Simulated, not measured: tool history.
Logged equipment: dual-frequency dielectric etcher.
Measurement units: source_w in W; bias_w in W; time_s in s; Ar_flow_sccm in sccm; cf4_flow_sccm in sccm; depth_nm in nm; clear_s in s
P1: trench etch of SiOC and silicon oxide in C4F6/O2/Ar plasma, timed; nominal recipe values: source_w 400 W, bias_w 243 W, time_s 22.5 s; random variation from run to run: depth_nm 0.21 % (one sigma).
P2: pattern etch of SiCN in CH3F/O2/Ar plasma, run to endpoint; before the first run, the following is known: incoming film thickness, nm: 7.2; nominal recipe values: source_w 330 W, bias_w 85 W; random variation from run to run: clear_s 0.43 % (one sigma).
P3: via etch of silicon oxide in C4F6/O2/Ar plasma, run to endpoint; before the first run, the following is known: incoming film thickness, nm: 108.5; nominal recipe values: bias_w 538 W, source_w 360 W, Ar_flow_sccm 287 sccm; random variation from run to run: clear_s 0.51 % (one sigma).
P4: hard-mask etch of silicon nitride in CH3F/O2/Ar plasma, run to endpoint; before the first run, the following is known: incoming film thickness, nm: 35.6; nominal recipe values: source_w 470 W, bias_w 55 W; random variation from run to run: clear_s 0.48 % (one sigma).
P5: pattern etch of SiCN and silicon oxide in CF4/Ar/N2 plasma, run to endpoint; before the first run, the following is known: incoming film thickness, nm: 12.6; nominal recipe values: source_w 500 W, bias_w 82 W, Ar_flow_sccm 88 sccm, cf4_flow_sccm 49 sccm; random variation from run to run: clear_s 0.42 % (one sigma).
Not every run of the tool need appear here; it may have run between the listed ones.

run,hour,process,source_w,bias_w,time_s,Ar_flow_sccm,cf4_flow_sccm,depth_nm,clear_s
1,6.0,P1,400,243,22.5,,,48.960,
2,18.3,P1,400,243,22.5,,,48.968,
3,27.7,P2,400,85,,,,,17.893
4,33.5,P1,400,243,14.5,,,31.549,
5,40.5,P3,360,749,,287,,,20.971
6,50.6,P1,400,243,22.5,,,48.992,
7,59.7,P3,360,538,,371,,,24.360
8,67.1,P1,400,169,22.5,,,43.580,
9,76.2,P4,470,55,,,,,51.986
10,87.0,P4,470,55,,,,,51.883
11,95.2,P1,270,243,22.5,,,42.091,
12,104.2,P1,400,243,22.5,,,48.994,
13,109.7,P1,400,243,30.0,,,65.409,
14,115.5,P4,470,77,,,,,47.046
15,126.8,P3,360,538,,287,,,23.752
16,135.7,P3,490,538,,287,,,21.365
17,147.6,P5,500,100,,88,49,,12.296
18,157.4,P1,400,243,22.5,,,49.097,
19,166.2,P1,530,243,17.5,,,42.563,
20,172.4,P2,330,60,,,,,21.877
21,179.9,P2,330,85,,,,,19.260
22,185.9,P4,630,55,,,,,46.757
23,191.7,P1,530,193,22.5,,,50.563,
24,199.9,P2,330,85,,,,,19.202
25,206.0,P5,500,82,,88,49,,13.191
26,216.5,P5,500,82,,106,49,,13.641
27,224.3,P5,320,82,,88,49,,19.428
28,236.8,P1,400,344,22.5,,,55.172,
29,245.8,P5,500,82,,88,69,,12.600
30,257.2,P1,400,243,22.5,,,48.853,
31,263.6,P1,520,243,22.5,,,54.089,
32,272.0,P5,500,82,,88,49,,13.221
33,282.1,P1,400,243,22.5,,,49.080,
34,294.3,P1,400,243,22.5,,,48.637,
35,304.1,P1,400,243,22.5,,,48.272,
36,310.2,P1,400,243,22.5,,,48.258,
# hour 317.7: wet clean of the chamber
37,319.7,P1,400,243,22.5,,,48.441,
38,327.1,P1,400,243,22.5,,,48.228,
39,334.7,P1,400,243,22.5,,,47.987,
40,340.8,P1,400,243,22.5,,,48.221,

P1 no longer gives what it gave before; its output has crept away from where it was. The following 2 causes, each at its listed size, fit the log equally well:
A: source power that arrives under what is set, % = 4.22
B: bias power that arrives under what is set, % = 4.81
Onset of the creep was near hour 282.1.
Each remaining cause and why it is not a fit:
chamber walls in a state that lowers the etch rate, %: maintenance at hour 317.7, after the shift began, did not return the process to its former output

You are offered 4 check runs, listed below with question marks in place of their results; each one averages 3 wafers. Which run separates the listed causes by giving clearly different results for each?
check 1,346.9,P5,500,82,,88,49,,?
check 2,346.9,P3,360,538,,287,,,?
check 3,346.9,P2,330,85,,,,,?
check 4,346.9,P4,470,55,,,,,?

What each check would give under each cause:
check,result,if A,if B
check 1,clear_s,13.697,13.422
check 2,clear_s,24.151,24.219
check 3,clear_s,19.601,19.644
check 4,clear_s,53.089,53.023
Per-check spread between the two closest causes, in the result where they differ most: check 1 2.03 %; check 2 0.28 %; check 3 0.22 %; check 4 0.12 %
Check 1 is the one run that separates the causes; every other check would come out nearly the same whichever cause is at work.

Here is what check 1 returned: clear_s 13.689 s. Which cause is it?

It is A: source power that arrives under what is set, %.
